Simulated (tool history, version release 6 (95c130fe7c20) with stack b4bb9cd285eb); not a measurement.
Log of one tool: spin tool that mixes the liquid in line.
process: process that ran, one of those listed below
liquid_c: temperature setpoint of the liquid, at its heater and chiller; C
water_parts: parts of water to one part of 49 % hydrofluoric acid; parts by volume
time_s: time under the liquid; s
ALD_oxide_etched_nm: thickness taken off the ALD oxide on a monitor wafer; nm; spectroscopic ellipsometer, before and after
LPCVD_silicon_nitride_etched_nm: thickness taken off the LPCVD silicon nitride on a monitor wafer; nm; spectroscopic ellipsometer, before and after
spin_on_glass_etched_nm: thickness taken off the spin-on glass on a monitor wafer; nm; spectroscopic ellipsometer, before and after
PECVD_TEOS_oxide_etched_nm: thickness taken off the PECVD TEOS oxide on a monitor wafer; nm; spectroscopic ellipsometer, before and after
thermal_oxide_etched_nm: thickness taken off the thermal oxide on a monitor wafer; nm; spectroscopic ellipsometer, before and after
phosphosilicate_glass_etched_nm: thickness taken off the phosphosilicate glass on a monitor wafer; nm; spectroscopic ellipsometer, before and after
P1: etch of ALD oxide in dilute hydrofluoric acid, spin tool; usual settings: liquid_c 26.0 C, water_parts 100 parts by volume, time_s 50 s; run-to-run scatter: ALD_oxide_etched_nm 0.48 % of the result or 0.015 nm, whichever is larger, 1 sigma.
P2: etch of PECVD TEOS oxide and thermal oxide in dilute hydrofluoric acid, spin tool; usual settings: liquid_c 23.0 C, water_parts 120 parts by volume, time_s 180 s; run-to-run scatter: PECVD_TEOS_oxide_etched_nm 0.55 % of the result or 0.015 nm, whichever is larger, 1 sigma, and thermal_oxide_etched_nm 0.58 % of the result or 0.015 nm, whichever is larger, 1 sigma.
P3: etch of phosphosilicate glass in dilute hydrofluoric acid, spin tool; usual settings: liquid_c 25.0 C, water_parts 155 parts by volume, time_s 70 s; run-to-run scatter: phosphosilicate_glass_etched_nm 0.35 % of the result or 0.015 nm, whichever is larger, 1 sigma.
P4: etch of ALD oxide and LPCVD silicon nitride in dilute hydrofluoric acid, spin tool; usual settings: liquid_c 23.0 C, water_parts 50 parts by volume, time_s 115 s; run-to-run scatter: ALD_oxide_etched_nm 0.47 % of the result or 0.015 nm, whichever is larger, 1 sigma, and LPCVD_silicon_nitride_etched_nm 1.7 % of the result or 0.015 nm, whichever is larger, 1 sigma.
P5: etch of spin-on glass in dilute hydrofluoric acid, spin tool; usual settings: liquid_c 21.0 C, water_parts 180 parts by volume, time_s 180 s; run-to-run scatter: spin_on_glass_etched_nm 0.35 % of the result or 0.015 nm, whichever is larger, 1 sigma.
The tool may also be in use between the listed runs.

| run | day | process | liquid_c | water_parts | time_s | ALD_oxide_etched_nm | LPCVD_silicon_nitride_etched_nm | spin_on_glass_etched_nm | PECVD_TEOS_oxide_etched_nm | thermal_oxide_etched_nm | phosphosilicate_glass_etched_nm |
|---|---|---|---|---|---|---|---|---|---|---|---|
| 1 | 0.317 | P1 | 26.0 | 100 | 50 | 11.1930 |  |  |  |  |  |
| 2 | 0.596 | P1 | 26.0 | 65 | 50 | 17.9990 |  |  |  |  |  |
| 3 | 1.025 | P4 | 23.0 | 50 | 115 | 22.6930 | 1.27100 |  |  |  |  |
| 4 | 1.317 | P5 | 21.0 | 180 | 180 |  |  | 25.400 |  |  |  |
| 5 | 1.779 | P1 | 26.0 | 100 | 50 | 11.2340 |  |  |  |  |  |
| 6 | 2.050 | P2 | 23.0 | 210 | 180 |  |  |  | 10.8580 | 3.32660 |  |
| 7 | 2.267 | P4 | 23.0 | 70 | 115 | 15.9070 | 0.93336 |  |  |  |  |
| 8 | 2.671 | P3 | 25.0 | 155 | 70 |  |  |  |  |  | 45.206 |
| 9 | 2.896 | P1 | 26.0 | 145 | 25 | 3.6494 |  |  |  |  |  |
| 10 | 3.188 | P1 | 26.0 | 100 | 85 | 19.0530 |  |  |  |  |  |
| 11 | 3.483 | P1 | 30.5 | 100 | 50 | 13.4710 |  |  |  |  |  |
| 12 | 3.896 | P1 | 26.0 | 100 | 15 | 3.4084 |  |  |  |  |  |
| 13 | 4.150 | P1 | 22.0 | 100 | 50 | 9.5344 |  |  |  |  |  |
| 14 | 4.429 | P3 | 17.0 | 155 | 70 |  |  |  |  |  | 33.012 |
| 15 | 4.700 | P5 | 21.0 | 180 | 180 |  |  | 25.331 |  |  |  |
|  | 4.992 | hydrofluoric acid flow meter replaced |
| 16 | 5.054 | P2 | 23.0 | 120 | 180 |  |  |  | 20.7660 | 6.50140 |  |
| 17 | 5.317 | P3 | 25.0 | 155 | 135 |  |  |  |  |  | 87.670 |
| 18 | 5.779 | P4 | 23.0 | 50 | 205 | 40.6240 | 2.20150 |  |  |  |  |
| 19 | 5.992 | P1 | 26.0 | 100 | 50 | 11.2620 |  |  |  |  |  |
| 20 | 6.379 | P3 | 25.0 | 235 | 70 |  |  |  |  |  | 27.323 |
| 21 | 6.729 | P4 | 30.5 | 50 | 115 | 30.5440 | 2.07530 |  |  |  |  |
| 22 | 7.196 | P5 | 21.0 | 180 | 265 |  |  | 37.242 |  |  |  |
| 23 | 7.571 | P2 | 17.0 | 120 | 180 |  |  |  | 16.2770 | 5.06860 |  |
| 24 | 7.892 | P5 | 28.5 | 180 | 180 |  |  | 33.684 |  |  |  |
| 25 | 8.288 | P5 | 21.0 | 50 | 180 |  |  | 105.320 |  |  |  |
| 26 | 8.525 | P4 | 23.0 | 50 | 115 | 22.7970 | 1.31990 |  |  |  |  |
| 27 | 8.938 | P1 | 32.5 | 100 | 70 | 20.0590 |  |  |  |  |  |
| 28 | 9.175 | P1 | 26.0 | 100 | 50 | 11.1690 |  |  |  |  |  |
| 29 | 9.412 | P2 | 23.0 | 120 | 25 |  |  |  | 2.8608 | 0.89538 |  |
| 30 | 9.662 | P1 | 26.0 | 165 | 50 | 6.2678 |  |  |  |  |  |

Forecast run 31:
| 31 | 9.942 | P1 | 26.0 | 100 | 50 | ? |  |  |  |  |  |

{"run 31": {"ALD_oxide_etched_nm": 11.155}}

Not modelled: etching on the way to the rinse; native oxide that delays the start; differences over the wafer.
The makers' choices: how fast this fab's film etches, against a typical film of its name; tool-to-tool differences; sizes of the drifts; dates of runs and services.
